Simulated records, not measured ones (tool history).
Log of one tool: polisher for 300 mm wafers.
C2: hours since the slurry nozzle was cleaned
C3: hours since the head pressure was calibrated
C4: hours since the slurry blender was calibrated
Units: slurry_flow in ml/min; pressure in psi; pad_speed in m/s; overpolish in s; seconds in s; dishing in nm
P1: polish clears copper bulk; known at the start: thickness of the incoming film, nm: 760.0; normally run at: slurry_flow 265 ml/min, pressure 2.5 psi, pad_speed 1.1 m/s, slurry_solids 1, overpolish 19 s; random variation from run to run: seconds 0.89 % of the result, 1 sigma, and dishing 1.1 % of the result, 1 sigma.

run 1 hour=3 | slurry_flow=265 pressure=2.5 pad_speed=1.1 slurry_solids=1 overpolish=19 | wafers_polished_on_this_pad=193 C2=69 C3=204.5 C4=136.4 | seconds=75.975 dishing=86.021
run 2 hour=7 | slurry_flow=265 pressure=2.5 pad_speed=1.1 slurry_solids=0.6 overpolish=19 | wafers_polished_on_this_pad=223 C2=73 C3=208.5 C4=140.4 | seconds=83.54 dishing=81.18
run 3 hour=11.2 | slurry_flow=265 pressure=2.5 pad_speed=1.1 slurry_solids=1 overpolish=32 | wafers_polished_on_this_pad=255 C2=77.2 C3=212.7 C4=144.6 | seconds=75.697 dishing=106.55
-- hour=12.7 slurry nozzle cleaned
run 4 hour=13.3 | slurry_flow=265 pressure=2.5 pad_speed=1.58 slurry_solids=1 overpolish=19 | wafers_polished_on_this_pad=271 C2=0.6 C3=214.8 C4=146.7 | seconds=53.035 dishing=102.49
run 5 hour=16.5 | slurry_flow=160 pressure=2.5 pad_speed=1.1 slurry_solids=1 overpolish=19 | wafers_polished_on_this_pad=296 C2=3.8 C3=218 C4=149.9 | seconds=80.75 dishing=83.185
run 6 hour=20.3 | slurry_flow=265 pressure=1.6 pad_speed=1.1 slurry_solids=1 overpolish=19 | wafers_polished_on_this_pad=325 C2=7.6 C3=221.8 C4=153.7 | seconds=119.69 dishing=62.527
run 7 hour=22.1 | slurry_flow=400 pressure=2.5 pad_speed=1.1 slurry_solids=1 overpolish=19 | wafers_polished_on_this_pad=339 C2=9.4 C3=223.6 C4=155.5 | seconds=72.509 dishing=88.212
run 8 hour=25.5 | slurry_flow=265 pressure=2.5 pad_speed=0.62 slurry_solids=1 overpolish=19 | wafers_polished_on_this_pad=365 C2=12.8 C3=227 C4=158.9 | seconds=134.25 dishing=62.574
run 9 hour=28.5 | slurry_flow=265 pressure=2.5 pad_speed=1.1 slurry_solids=1 overpolish=19 | wafers_polished_on_this_pad=388 C2=15.8 C3=230 C4=161.9 | seconds=75.507 dishing=85.195
run 10 hour=30.9 | slurry_flow=265 pressure=1.8 pad_speed=1.1 slurry_solids=1 overpolish=33 | wafers_polished_on_this_pad=406 C2=18.2 C3=232.4 C4=164.3 | seconds=103.55 dishing=89.488
run 11 hour=34.9 | slurry_flow=265 pressure=4 pad_speed=1.1 slurry_solids=1 overpolish=19 | wafers_polished_on_this_pad=436 C2=22.2 C3=236.4 C4=168.3 | seconds=47.48 dishing=112.91
run 12 hour=38.6 | slurry_flow=265 pressure=2.5 pad_speed=1.1 slurry_solids=1.45 overpolish=19 | wafers_polished_on_this_pad=465 C2=25.9 C3=240.1 C4=172 | seconds=69.029 dishing=89.065
run 13 hour=42.2 | slurry_flow=265 pressure=1.6 pad_speed=1.1 slurry_solids=1 overpolish=6 | wafers_polished_on_this_pad=492 C2=29.5 C3=243.7 C4=175.6 | seconds=117.37 dishing=26.353
run 14 hour=44.3 | slurry_flow=265 pressure=2.5 pad_speed=1.1 slurry_solids=1 overpolish=19 | wafers_polished_on_this_pad=508 C2=31.6 C3=245.8 C4=177.7 | seconds=75.018 dishing=85.474
run 15 hour=46.6 | slurry_flow=265 pressure=2.5 pad_speed=1.1 slurry_solids=1 overpolish=6 | wafers_polished_on_this_pad=526 C2=33.9 C3=248.1 C4=180 | seconds=74.702 dishing=38.57
run 16 hour=49.9 | slurry_flow=265 pressure=2.5 pad_speed=1.1 slurry_solids=1 overpolish=19 | wafers_polished_on_this_pad=551 C2=37.2 C3=251.4 C4=183.3 | seconds=75.374 dishing=85.937
run 17 hour=52 | slurry_flow=265 pressure=2.5 pad_speed=1.1 slurry_solids=1 overpolish=19 | wafers_polished_on_this_pad=567 C2=39.3 C3=253.5 C4=185.4 | seconds=75.064 dishing=86.842
run 18 hour=55.3 | slurry_flow=265 pressure=2.5 pad_speed=1.1 slurry_solids=1 overpolish=19 | wafers_polished_on_this_pad=592 C2=42.6 C3=256.8 C4=188.7 | seconds=77.094 dishing=83.934
run 19 hour=58.2 | slurry_flow=265 pressure=2.5 pad_speed=1.1 slurry_solids=1 overpolish=19 | wafers_polished_on_this_pad=614 C2=45.5 C3=259.7 C4=191.6 | seconds=79.467 dishing=83.758
run 20 hour=62.5 | slurry_flow=265 pressure=2.5 pad_speed=1.1 slurry_solids=1 overpolish=19 | wafers_polished_on_this_pad=647 C2=49.8 C3=264 C4=195.9 | seconds=78.991 dishing=82.254
run 21 hour=64.9 | slurry_flow=265 pressure=2.5 pad_speed=1.1 slurry_solids=1 overpolish=19 | wafers_polished_on_this_pad=666 C2=52.2 C3=266.4 C4=198.3 | seconds=80.528 dishing=83.001
-- hour=66.7 head pressure recalibrated
-- hour=67 worn pad replaced by a new one
run 22 hour=68 | slurry_flow=265 pressure=2.5 pad_speed=1.1 slurry_solids=1 overpolish=19 | wafers_polished_on_this_pad=7 C2=55.3 C3=1.3 C4=201.4 | seconds=79.929 dishing=82.416
run 23 hour=72.1 | slurry_flow=265 pressure=2.5 pad_speed=1.1 slurry_solids=1 overpolish=19 | wafers_polished_on_this_pad=39 C2=59.4 C3=5.4 C4=205.5 | seconds=80.055 dishing=82.869

What P1 gives has crept away from where it was. These 2 causes fit the log equally well, each at the size given:
A: slurry flow missing at the pad, % = 38.7
B: abrasive missing from the slurry, % = 25.9
The creep began at about hour 52.
Why every other cause is out:
removal rate lost through wear of the pad, %: serviced at hour 67, which brought nothing back
head's pressure below its setpoint, %: serviced at hour 66.7, which brought nothing back

4 check runs are offered, each on 3 wafers whose results are averaged, their results left as question marks. Which one tells the causes apart?
run check 1 hour=76.2 | slurry_flow=265 pressure=3.2 pad_speed=1.1 slurry_solids=1.4 overpolish=19 | seconds=? dishing=?
run check 2 hour=76.2 | slurry_flow=160 pressure=2.5 pad_speed=1.1 slurry_solids=1 overpolish=30 | seconds=? dishing=?
run check 3 hour=76.2 | slurry_flow=265 pressure=3.9 pad_speed=1.1 slurry_solids=1 overpolish=10 | seconds=? dishing=?
run check 4 hour=76.2 | slurry_flow=265 pressure=2.5 pad_speed=1.1 slurry_solids=1.45 overpolish=19 | seconds=? dishing=?

What each check would give under each cause:
check=check_1 result=seconds if_A=58.268 if_B=58.422
check=check_1 result=dishing if_A=101.27 if_B=101.15
check=check_2 result=seconds if_A=88.965 if_B=85.709
check=check_2 result=dishing if_A=98.651 if_B=100.12
check=check_3 result=seconds if_A=51.457 if_B=51.461
check=check_3 result=dishing if_A=77.853 if_B=77.849
check=check_4 result=seconds if_A=74.001 if_B=74.217
check=check_4 result=dishing if_A=87.05 if_B=86.921
How far apart the two closest causes lie, in the result that separates them most: check 1 0.27 %; check 2 3.73 %; check 3 0.01 %; check 4 0.29 %
Check 2 tells the causes apart: in the others they would give nearly the same result.

Check 2 was then run and gave: seconds 86.206 s; dishing 100.38 nm. Which cause is it?

It is B: abrasive missing from the slurry, %.

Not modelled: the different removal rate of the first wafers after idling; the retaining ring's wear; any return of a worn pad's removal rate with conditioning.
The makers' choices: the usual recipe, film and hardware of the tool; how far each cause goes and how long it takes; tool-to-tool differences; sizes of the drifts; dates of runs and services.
